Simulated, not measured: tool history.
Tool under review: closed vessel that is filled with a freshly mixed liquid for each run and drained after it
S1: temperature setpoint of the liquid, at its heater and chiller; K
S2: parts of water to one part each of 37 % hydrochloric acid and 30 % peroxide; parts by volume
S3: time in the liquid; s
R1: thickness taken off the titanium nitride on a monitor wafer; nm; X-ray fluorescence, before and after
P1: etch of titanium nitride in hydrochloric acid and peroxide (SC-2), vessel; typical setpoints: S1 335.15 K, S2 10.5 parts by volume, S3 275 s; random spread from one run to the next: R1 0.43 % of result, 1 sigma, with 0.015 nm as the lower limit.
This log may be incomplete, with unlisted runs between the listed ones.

run,hour,S1,S2,S3,R1
1,9.9,335.15,10.5,275,11.818
2,20.9,345.15,10.5,50,3.876
3,34.5,335.15,10.5,75,3.1656
4,46.5,335.15,10.5,275,11.755
5,59.6,335.15,10.5,275,11.615
6,67.4,335.15,10.5,470,20.009
7,75.8,335.15,10.5,275,11.66
8,88.3,319.15,10.5,275,4.1534
9,98,335.15,18.5,275,7.171
10,106.6,345.15,10.5,275,21.583
11,120.9,335.15,10.5,275,11.776
12,133.8,345.15,10.5,390,30.287
13,145.9,345.15,10.5,170,13.297
14,158.7,335.15,4.5,275,22.526
15,166.8,335.15,10.5,275,11.712

For run 16, what comes out?
16,176.2,335.15,10.5,275,?

{"run 16": {"R1": 12.053}}
